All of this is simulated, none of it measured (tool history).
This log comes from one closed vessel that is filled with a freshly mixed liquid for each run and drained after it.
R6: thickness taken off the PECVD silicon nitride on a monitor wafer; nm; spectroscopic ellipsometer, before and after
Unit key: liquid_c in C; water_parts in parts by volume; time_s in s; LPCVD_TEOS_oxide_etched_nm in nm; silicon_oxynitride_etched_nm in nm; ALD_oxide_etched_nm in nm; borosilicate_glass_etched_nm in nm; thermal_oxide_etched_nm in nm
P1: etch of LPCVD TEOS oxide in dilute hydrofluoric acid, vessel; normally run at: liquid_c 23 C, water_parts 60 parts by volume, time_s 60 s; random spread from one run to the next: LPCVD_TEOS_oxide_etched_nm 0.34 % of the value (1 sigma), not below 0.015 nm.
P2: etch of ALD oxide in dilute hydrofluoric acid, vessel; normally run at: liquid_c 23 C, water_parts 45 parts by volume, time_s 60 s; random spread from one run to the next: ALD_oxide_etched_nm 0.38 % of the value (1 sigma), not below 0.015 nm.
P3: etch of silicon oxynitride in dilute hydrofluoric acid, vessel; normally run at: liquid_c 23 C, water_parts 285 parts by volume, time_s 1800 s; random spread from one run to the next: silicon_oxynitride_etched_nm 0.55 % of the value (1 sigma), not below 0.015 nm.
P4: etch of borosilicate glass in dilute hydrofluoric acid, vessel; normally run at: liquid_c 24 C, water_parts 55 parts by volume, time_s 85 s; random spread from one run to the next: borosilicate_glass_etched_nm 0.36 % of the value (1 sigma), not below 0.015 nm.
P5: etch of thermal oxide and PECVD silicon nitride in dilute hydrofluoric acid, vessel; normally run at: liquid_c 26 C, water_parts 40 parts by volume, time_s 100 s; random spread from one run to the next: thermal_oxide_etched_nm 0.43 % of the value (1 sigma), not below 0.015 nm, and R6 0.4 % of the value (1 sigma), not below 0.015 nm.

{"run": 1, "hour": 15.1, "process": "P1", "liquid_c": 23, "water_parts": 60, "time_s": 60, "LPCVD_TEOS_oxide_etched_nm": 20.692}
{"run": 2, "hour": 32.1, "process": "P3", "liquid_c": 17, "water_parts": 285, "time_s": 1800, "silicon_oxynitride_etched_nm": 10.173}
{"run": 3, "hour": 46.8, "process": "P2", "liquid_c": 23, "water_parts": 20, "time_s": 60, "ALD_oxide_etched_nm": 59.513}
{"run": 4, "hour": 64.0, "process": "P1", "liquid_c": 23, "water_parts": 60, "time_s": 90, "LPCVD_TEOS_oxide_etched_nm": 30.723}
{"run": 5, "hour": 76.6, "process": "P3", "liquid_c": 23, "water_parts": 285, "time_s": 960, "silicon_oxynitride_etched_nm": 7.1189}
{"run": 6, "hour": 93.6, "process": "P2", "liquid_c": 23, "water_parts": 45, "time_s": 60, "ALD_oxide_etched_nm": 25.551}
{"run": 7, "hour": 112.8, "process": "P1", "liquid_c": 23, "water_parts": 60, "time_s": 60, "LPCVD_TEOS_oxide_etched_nm": 20.613}
{"run": 8, "hour": 129.5, "process": "P4", "liquid_c": 24, "water_parts": 55, "time_s": 135, "borosilicate_glass_etched_nm": 43.571}
{"run": 9, "hour": 145.4, "process": "P2", "liquid_c": 23, "water_parts": 45, "time_s": 100, "ALD_oxide_etched_nm": 42.624}
{"run": 10, "hour": 161.9, "process": "P4", "liquid_c": 17, "water_parts": 55, "time_s": 85, "borosilicate_glass_etched_nm": 20.333}
{"run": 11, "hour": 178.5, "process": "P1", "liquid_c": 23, "water_parts": 60, "time_s": 30, "LPCVD_TEOS_oxide_etched_nm": 10.265}
{"run": 12, "hour": 193.7, "process": "P3", "liquid_c": 23, "water_parts": 285, "time_s": 1800, "silicon_oxynitride_etched_nm": 13.442}
{"run": 13, "hour": 207.3, "process": "P1", "liquid_c": 17, "water_parts": 60, "time_s": 60, "LPCVD_TEOS_oxide_etched_nm": 15.94}
{"run": 14, "hour": 222.6, "process": "P4", "liquid_c": 24, "water_parts": 55, "time_s": 85, "borosilicate_glass_etched_nm": 27.533}
{"run": 15, "hour": 237.8, "process": "P1", "liquid_c": 23, "water_parts": 60, "time_s": 60, "LPCVD_TEOS_oxide_etched_nm": 20.532}
{"run": 16, "hour": 248.9, "process": "P5", "liquid_c": 34, "water_parts": 40, "time_s": 100, "thermal_oxide_etched_nm": 18.701, "R6": 10.538}
{"run": 17, "hour": 260.5, "process": "P1", "liquid_c": 23, "water_parts": 60, "time_s": 60, "LPCVD_TEOS_oxide_etched_nm": 20.58}
{"run": 18, "hour": 275.1, "process": "P1", "liquid_c": 23, "water_parts": 60, "time_s": 60, "LPCVD_TEOS_oxide_etched_nm": 20.642}
{"run": 19, "hour": 293.2, "process": "P5", "liquid_c": 26, "water_parts": 40, "time_s": 185, "thermal_oxide_etched_nm": 25.213, "R6": 11.416}
{"run": 20, "hour": 303.0, "process": "P2", "liquid_c": 17, "water_parts": 45, "time_s": 60, "ALD_oxide_etched_nm": 19.87}
{"run": 21, "hour": 315.2, "process": "P1", "liquid_c": 23, "water_parts": 85, "time_s": 30, "LPCVD_TEOS_oxide_etched_nm": 7.0754}
{"run": 22, "hour": 330.8, "process": "P1", "liquid_c": 26.5, "water_parts": 60, "time_s": 60, "LPCVD_TEOS_oxide_etched_nm": 23.774}
{"run": 23, "hour": 350.1, "process": "P1", "liquid_c": 23, "water_parts": 100, "time_s": 60, "LPCVD_TEOS_oxide_etched_nm": 11.659}
{"run": 24, "hour": 365.3, "process": "P1", "liquid_c": 17, "water_parts": 80, "time_s": 60, "LPCVD_TEOS_oxide_etched_nm": 11.655}
{"run": 25, "hour": 383.9, "process": "P5", "liquid_c": 26, "water_parts": 65, "time_s": 100, "thermal_oxide_etched_nm": 8.0618, "R6": 3.8456}
{"run": 26, "hour": 399.3, "process": "P3", "liquid_c": 23, "water_parts": 485, "time_s": 1800, "silicon_oxynitride_etched_nm": 6.8753}
{"run": 27, "hour": 417.9, "process": "P1", "liquid_c": 23, "water_parts": 30, "time_s": 60, "LPCVD_TEOS_oxide_etched_nm": 42.407}
{"run": 28, "hour": 432.7, "process": "P4", "liquid_c": 24, "water_parts": 25, "time_s": 85, "borosilicate_glass_etched_nm": 63.157}
{"run": 29, "hour": 446.7, "process": "P4", "liquid_c": 24, "water_parts": 55, "time_s": 85, "borosilicate_glass_etched_nm": 27.276}
{"run": 30, "hour": 463.8, "process": "P2", "liquid_c": 23, "water_parts": 45, "time_s": 60, "ALD_oxide_etched_nm": 25.629}
{"run": 31, "hour": 481.4, "process": "P1", "liquid_c": 28, "water_parts": 60, "time_s": 85, "LPCVD_TEOS_oxide_etched_nm": 35.7}
{"run": 32, "hour": 490.7, "process": "P5", "liquid_c": 26, "water_parts": 40, "time_s": 100, "thermal_oxide_etched_nm": 13.781, "R6": 6.2}
{"run": 33, "hour": 508.0, "process": "P1", "liquid_c": 23, "water_parts": 60, "time_s": 60, "LPCVD_TEOS_oxide_etched_nm": 20.764}
{"run": 34, "hour": 516.7, "process": "P1", "liquid_c": 23, "water_parts": 60, "time_s": 60, "LPCVD_TEOS_oxide_etched_nm": 20.022}
{"run": 35, "hour": 535.3, "process": "P1", "liquid_c": 23, "water_parts": 60, "time_s": 60, "LPCVD_TEOS_oxide_etched_nm": 19.169}
{"run": 36, "hour": 553.8, "process": "P1", "liquid_c": 23, "water_parts": 60, "time_s": 60, "LPCVD_TEOS_oxide_etched_nm": 18.781}
{"run": 37, "hour": 563.6, "process": "P1", "liquid_c": 23, "water_parts": 60, "time_s": 60, "LPCVD_TEOS_oxide_etched_nm": 18.745}
{"run": 38, "hour": 582.3, "process": "P1", "liquid_c": 23, "water_parts": 60, "time_s": 60, "LPCVD_TEOS_oxide_etched_nm": 18.619}
{"run": 39, "hour": 598.4, "process": "P1", "liquid_c": 23, "water_parts": 60, "time_s": 60, "LPCVD_TEOS_oxide_etched_nm": 18.423}

P1 has crept away from where it was. The log is fitted equally well by each of these 2 causes, at the sizes shown:
A: hydrofluoric acid flow below the setpoint (%) = 8.92
B: liquid colder than its thermometer reads (K) = 2.43
The gradual shift began around hour 508.

Listed below are the offered check runs, one wafer per run, with question marks in place of results. For which of them would the causes give clearly different outcomes?
{"run": "check 1", "hour": 614.5, "process": "P3", "liquid_c": 23, "water_parts": 285, "time_s": 1800, "silicon_oxynitride_etched_nm": "?"}
{"run": "check 2", "hour": 614.5, "process": "P4", "liquid_c": 24, "water_parts": 55, "time_s": 85, "borosilicate_glass_etched_nm": "?"}
{"run": "check 3", "hour": 614.5, "process": "P5", "liquid_c": 26, "water_parts": 40, "time_s": 100, "thermal_oxide_etched_nm": "?", "R6": "?"}
{"run": "check 4", "hour": 614.5, "process": "P2", "liquid_c": 23, "water_parts": 45, "time_s": 60, "ALD_oxide_etched_nm": "?"}

What each check would give under each cause:
check=check_1 result=silicon_oxynitride_etched_nm if_A=11.967 if_B=12.034
check=check_2 result=borosilicate_glass_etched_nm if_A=24.814 if_B=24.814
check=check_3 result=thermal_oxide_etched_nm if_A=12.356 if_B=12.341
check=check_3 result=R6 if_A=5.6596 if_B=5.2649
check=check_4 result=ALD_oxide_etched_nm if_A=23.172 if_B=23.104
Per-check spread between the two closest causes, in the result where they differ most: check 1 0.55 %; check 2 0 %; check 3 7.23 %; check 4 0.29 %
The other checks would show nearly matching results whichever cause is true, so check 3 is the only one that separates the causes.

With check 3 done, the readings were: thermal_oxide_etched_nm 12.359 nm; R6 5.2674 nm. Identify which of the listed causes applies.

The cause is B: liquid colder than its thermometer reads (K).
